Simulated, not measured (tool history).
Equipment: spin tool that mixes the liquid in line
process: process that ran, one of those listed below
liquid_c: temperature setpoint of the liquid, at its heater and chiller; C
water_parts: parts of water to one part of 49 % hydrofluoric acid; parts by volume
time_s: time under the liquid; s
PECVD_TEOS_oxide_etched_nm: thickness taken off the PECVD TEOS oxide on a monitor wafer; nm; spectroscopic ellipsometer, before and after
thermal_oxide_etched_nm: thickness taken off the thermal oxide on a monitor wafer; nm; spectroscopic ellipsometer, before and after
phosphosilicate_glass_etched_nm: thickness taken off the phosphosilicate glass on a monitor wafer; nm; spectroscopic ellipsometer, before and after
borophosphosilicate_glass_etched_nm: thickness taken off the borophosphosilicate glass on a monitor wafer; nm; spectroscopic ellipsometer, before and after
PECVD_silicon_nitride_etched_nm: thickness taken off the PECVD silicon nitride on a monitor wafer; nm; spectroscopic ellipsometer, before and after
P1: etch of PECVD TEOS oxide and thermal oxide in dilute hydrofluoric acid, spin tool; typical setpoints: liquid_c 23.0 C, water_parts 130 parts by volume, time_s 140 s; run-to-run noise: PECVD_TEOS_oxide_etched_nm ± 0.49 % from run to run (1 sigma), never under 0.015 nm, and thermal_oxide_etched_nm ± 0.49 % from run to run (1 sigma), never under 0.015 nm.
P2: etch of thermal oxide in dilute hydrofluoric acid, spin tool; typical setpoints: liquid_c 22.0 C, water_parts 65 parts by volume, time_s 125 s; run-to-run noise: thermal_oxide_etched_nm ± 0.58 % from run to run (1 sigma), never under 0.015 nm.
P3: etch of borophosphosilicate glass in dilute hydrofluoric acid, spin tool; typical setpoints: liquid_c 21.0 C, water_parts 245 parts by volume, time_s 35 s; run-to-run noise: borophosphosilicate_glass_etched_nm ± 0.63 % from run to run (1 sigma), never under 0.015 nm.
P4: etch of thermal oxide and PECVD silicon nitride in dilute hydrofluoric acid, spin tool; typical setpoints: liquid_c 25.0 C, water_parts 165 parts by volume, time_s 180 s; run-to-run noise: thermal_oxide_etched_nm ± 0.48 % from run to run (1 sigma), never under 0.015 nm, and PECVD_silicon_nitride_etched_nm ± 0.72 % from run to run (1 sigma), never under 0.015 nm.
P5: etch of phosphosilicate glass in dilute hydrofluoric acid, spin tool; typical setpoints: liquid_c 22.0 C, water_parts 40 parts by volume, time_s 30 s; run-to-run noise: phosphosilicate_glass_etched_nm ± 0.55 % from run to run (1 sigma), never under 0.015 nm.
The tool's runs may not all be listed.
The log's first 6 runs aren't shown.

run	day	process	liquid_c	water_parts	time_s	hours since the thermometer was replaced	hours since the hydrofluoric acid flow meter was replaced	PECVD_TEOS_oxide_etched_nm	thermal_oxide_etched_nm	phosphosilicate_glass_etched_nm	borophosphosilicate_glass_etched_nm	PECVD_silicon_nitride_etched_nm
7	2.971	P1	19.0	130	140	1948.5	555.2	8.4094	4.1049			
8	3.229	P1	23.0	130	215	1954.7	561.4	15.2000	7.3915			
9	3.500	P2	22.0	65	15	1961.2	567.9		1.0275			
10	3.842	P3	21.0	400	35	1969.4	576.1				2.2666	
11	4.338	P1	17.0	75	140	1981.3	588.0	14.1370	6.9557			
12	4.817	P2	22.0	65	125	1992.8	599.5		8.3687			
13	5.267	P1	29.5	45	140	2003.6	610.3	40.7610	20.1480			
14	5.729	P2	17.0	65	125	2014.7	621.4		6.7588			
15	6.212	P2	22.0	65	125	2026.3	633.0		8.3818			
16	6.571	P1	23.0	40	140	2034.9	641.6	35.6710	17.6430			
17	6.929	P4	25.0	75	180	2043.5	650.2		12.5860			7.4384
18	7.362	P4	20.0	165	180	2053.9	660.6		4.2239			2.4794
19	7.892	P1	23.0	130	140	2066.6	673.3	9.8068	4.7835			

What will run 20 give?
20	8.467	P1	23.0	130	140	2080.4	687.1	?	?			

{"run 20": {"PECVD_TEOS_oxide_etched_nm": 9.8183, "thermal_oxide_etched_nm": 4.8332}}
